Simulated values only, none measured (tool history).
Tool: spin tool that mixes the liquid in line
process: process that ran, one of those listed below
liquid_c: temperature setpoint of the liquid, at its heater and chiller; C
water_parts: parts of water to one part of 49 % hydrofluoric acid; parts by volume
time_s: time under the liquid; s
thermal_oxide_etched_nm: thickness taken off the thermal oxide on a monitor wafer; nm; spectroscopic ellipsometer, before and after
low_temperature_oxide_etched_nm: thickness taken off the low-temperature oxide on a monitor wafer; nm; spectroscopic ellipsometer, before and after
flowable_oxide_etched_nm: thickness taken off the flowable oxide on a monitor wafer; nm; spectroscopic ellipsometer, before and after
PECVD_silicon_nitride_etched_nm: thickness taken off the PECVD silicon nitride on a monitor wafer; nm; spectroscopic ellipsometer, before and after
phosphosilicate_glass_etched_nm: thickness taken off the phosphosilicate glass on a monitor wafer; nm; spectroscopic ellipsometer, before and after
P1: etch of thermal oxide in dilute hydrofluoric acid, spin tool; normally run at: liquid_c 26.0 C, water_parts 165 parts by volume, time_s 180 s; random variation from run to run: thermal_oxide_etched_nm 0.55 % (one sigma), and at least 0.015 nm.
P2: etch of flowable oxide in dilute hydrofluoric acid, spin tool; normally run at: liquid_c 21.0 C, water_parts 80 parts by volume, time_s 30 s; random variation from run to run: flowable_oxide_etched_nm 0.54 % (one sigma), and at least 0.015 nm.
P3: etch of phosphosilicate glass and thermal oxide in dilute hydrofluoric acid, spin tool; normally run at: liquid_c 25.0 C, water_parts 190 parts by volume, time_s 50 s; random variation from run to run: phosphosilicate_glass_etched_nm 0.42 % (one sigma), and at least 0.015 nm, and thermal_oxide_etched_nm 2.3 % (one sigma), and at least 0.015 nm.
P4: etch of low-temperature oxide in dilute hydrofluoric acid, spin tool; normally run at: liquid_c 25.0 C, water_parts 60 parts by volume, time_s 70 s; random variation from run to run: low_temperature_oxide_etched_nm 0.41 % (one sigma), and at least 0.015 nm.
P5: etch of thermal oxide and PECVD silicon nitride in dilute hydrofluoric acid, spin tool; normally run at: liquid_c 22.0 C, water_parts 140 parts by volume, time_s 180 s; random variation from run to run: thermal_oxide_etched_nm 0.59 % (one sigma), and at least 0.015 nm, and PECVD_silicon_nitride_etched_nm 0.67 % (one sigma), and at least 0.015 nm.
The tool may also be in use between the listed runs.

| run | hour | process | liquid_c | water_parts | time_s | hours since the thermometer was replaced | hours since the hydrofluoric acid flow meter was replaced | thermal_oxide_etched_nm | low_temperature_oxide_etched_nm | flowable_oxide_etched_nm | PECVD_silicon_nitride_etched_nm | phosphosilicate_glass_etched_nm |
|---|---|---|---|---|---|---|---|---|---|---|---|---|
| 1 | 4.1 | P1 | 26.0 | 165 | 180 | 585.7 | 119.0 | 5.0264 |  |  |  |  |
| 2 | 10.4 | P4 | 25.0 | 60 | 70 | 592.0 | 125.3 |  | 41.402 |  |  |  |
| 3 | 16.7 | P1 | 26.0 | 70 | 285 | 598.3 | 131.6 | 20.9880 |  |  |  |  |
| 4 | 21.1 | P1 | 19.0 | 265 | 180 | 602.7 | 136.0 | 2.1400 |  |  |  |  |
| 5 | 25.4 | P1 | 19.0 | 165 | 180 | 607.0 | 140.3 | 3.8769 |  |  |  |  |
| 6 | 31.3 | P1 | 26.0 | 165 | 180 | 612.9 | 146.2 | 5.0277 |  |  |  |  |
| 7 | 38.2 | P1 | 26.0 | 165 | 310 | 619.8 | 153.1 | 8.5935 |  |  |  |  |
| 8 | 43.1 | P1 | 26.0 | 100 | 180 | 624.7 | 158.0 | 8.8950 |  |  |  |  |
| 9 | 49.9 | P2 | 21.0 | 80 | 15 | 631.5 | 164.8 |  |  | 8.0267 |  |  |
| 10 | 55.1 | P1 | 26.0 | 165 | 180 | 636.7 | 170.0 | 5.0177 |  |  |  |  |
| 11 | 59.1 | P1 | 26.0 | 165 | 180 | 640.7 | 174.0 | 5.0470 |  |  |  |  |
| 12 | 63.2 | P2 | 21.0 | 80 | 30 | 644.8 | 178.1 |  |  | 16.0420 |  |  |
| 13 | 67.3 | P5 | 22.0 | 140 | 180 | 648.9 | 182.2 | 5.8832 |  |  | 4.3570 |  |
| 14 | 72.6 | P1 | 26.0 | 165 | 180 | 654.2 | 187.5 | 4.9915 |  |  |  |  |
| 15 | 76.2 | P4 | 25.0 | 60 | 70 | 657.8 | 191.1 |  | 41.453 |  |  |  |
| 16 | 83.2 | P1 | 26.0 | 250 | 180 | 664.8 | 198.1 | 2.9938 |  |  |  |  |
| 17 | 90.0 | P4 | 25.0 | 105 | 70 | 671.6 | 204.9 |  | 22.149 |  |  |  |
| 18 | 94.2 | P4 | 25.0 | 60 | 130 | 675.8 | 209.1 |  | 76.878 |  |  |  |
| 19 | 98.7 | P3 | 25.0 | 80 | 50 | 680.3 | 213.6 | 3.0103 |  |  |  | 117.590 |
| 20 | 104.6 | P2 | 21.0 | 130 | 30 | 686.2 | 219.5 |  |  | 9.3386 |  |  |
| 21 | 109.4 | P1 | 33.5 | 165 | 180 | 691.0 | 224.3 | 6.5430 |  |  |  |  |
| 22 | 115.3 | P5 | 26.0 | 140 | 180 | 696.9 | 230.2 | 6.7956 |  |  | 5.6313 |  |
| 23 | 119.2 | P5 | 22.0 | 140 | 180 | 700.8 | 234.1 | 5.8245 |  |  | 4.3841 |  |
| 24 | 122.4 | P1 | 26.0 | 165 | 80 | 704.0 | 237.3 | 2.2467 |  |  |  |  |
| 25 | 126.0 | P3 | 25.0 | 190 | 85 | 707.6 | 240.9 | 1.8788 |  |  |  | 74.774 |
| 26 | 131.1 | P5 | 22.0 | 140 | 310 | 712.7 | 246.0 | 9.9487 |  |  | 7.5659 |  |
| 27 | 136.1 | P5 | 22.0 | 250 | 180 | 717.7 | 251.0 | 2.9002 |  |  | 2.4892 |  |
| 28 | 140.1 | P2 | 21.0 | 80 | 30 | 721.7 | 255.0 |  |  | 15.9640 |  |  |
| 29 | 145.5 | P3 | 25.0 | 190 | 50 | 727.1 | 260.4 | 1.1636 |  |  |  | 43.724 |
| 30 | 149.1 | P3 | 29.0 | 190 | 50 | 730.7 | 264.0 | 1.2817 |  |  |  | 50.393 |
| 31 | 152.4 | P2 | 29.0 | 80 | 30 | 734.0 | 267.3 |  |  | 22.2160 |  |  |
| 32 | 157.9 | P4 | 21.5 | 60 | 70 | 739.5 | 272.8 |  | 35.906 |  |  |  |
| 33 | 164.8 | P1 | 26.0 | 165 | 180 | 746.4 | 279.7 | 5.0101 |  |  |  |  |
| 34 | 169.3 | P1 | 26.0 | 165 | 180 | 750.9 | 284.2 | 5.1482 |  |  |  |  |
| 35 | 175.7 | P1 | 26.0 | 165 | 180 | 757.3 | 290.6 | 5.2283 |  |  |  |  |
| 36 | 181.8 | P1 | 26.0 | 165 | 180 | 763.4 | 296.7 | 5.2544 |  |  |  |  |
| 37 | 186.1 | P1 | 26.0 | 165 | 180 | 767.7 | 301.0 | 5.2669 |  |  |  |  |
| 38 | 189.3 | P1 | 26.0 | 165 | 180 | 770.9 | 304.2 | 5.2400 |  |  |  |  |
| 39 | 193.2 | P1 | 26.0 | 165 | 180 | 774.8 | 308.1 | 5.3040 |  |  |  |  |
| 40 | 198.3 | P1 | 26.0 | 165 | 180 | 779.9 | 313.2 | 5.2737 |  |  |  |  |

What P1 gives has crept off from where it sat before. The 2 causes that follow fit the log equally well, each at the size noted:
A: liquid hotter than its thermometer reads (K) = 1.48
B: hydrofluoric acid flow above the setpoint (%) = 4.65
The onset of the drift is placed at about hour 164.8.

Which of the 4 check runs listed below, each an average over 2 wafers with its results shown as question marks, gives clearly different results under the different listed causes?
| check 1 | 203.4 | P4 | 25.0 | 95 | 70 |  |  |  | ? |  |  |  |
| check 2 | 203.4 | P3 | 25.0 | 135 | 50 |  |  | ? |  |  |  | ? |
| check 3 | 203.4 | P5 | 22.0 | 250 | 180 |  |  | ? |  |  | ? |  |
| check 4 | 203.4 | P2 | 21.0 | 130 | 15 |  |  |  |  | ? |  |  |

Predicted outcomes, by check and by cause:
| check | result | if A | if B |
|---|---|---|---|
| check 1 | low_temperature_oxide_etched_nm | 26.403 | 26.215 |
| check 2 | thermal_oxide_etched_nm | 1.8219 | 1.8154 |
| check 2 | phosphosilicate_glass_etched_nm | 69.372 | 69.126 |
| check 3 | thermal_oxide_etched_nm | 3.0870 | 3.0950 |
| check 3 | PECVD_silicon_nitride_etched_nm | 2.7152 | 2.5867 |
| check 4 | flowable_oxide_etched_nm | 4.9491 | 4.9155 |
Separation of the two closest causes in each check, using whichever result separates them best: check 1 0.71 %; check 2 0.35 %; check 3 4.85 %; check 4 0.68 %
Check 3 tells the causes apart: in the others they would give nearly the same result.

Here is what check 3 returned: thermal_oxide_etched_nm 3.1036 nm; PECVD_silicon_nitride_etched_nm 2.7186 nm. Which cause is it?

It is A: liquid hotter than its thermometer reads (K).

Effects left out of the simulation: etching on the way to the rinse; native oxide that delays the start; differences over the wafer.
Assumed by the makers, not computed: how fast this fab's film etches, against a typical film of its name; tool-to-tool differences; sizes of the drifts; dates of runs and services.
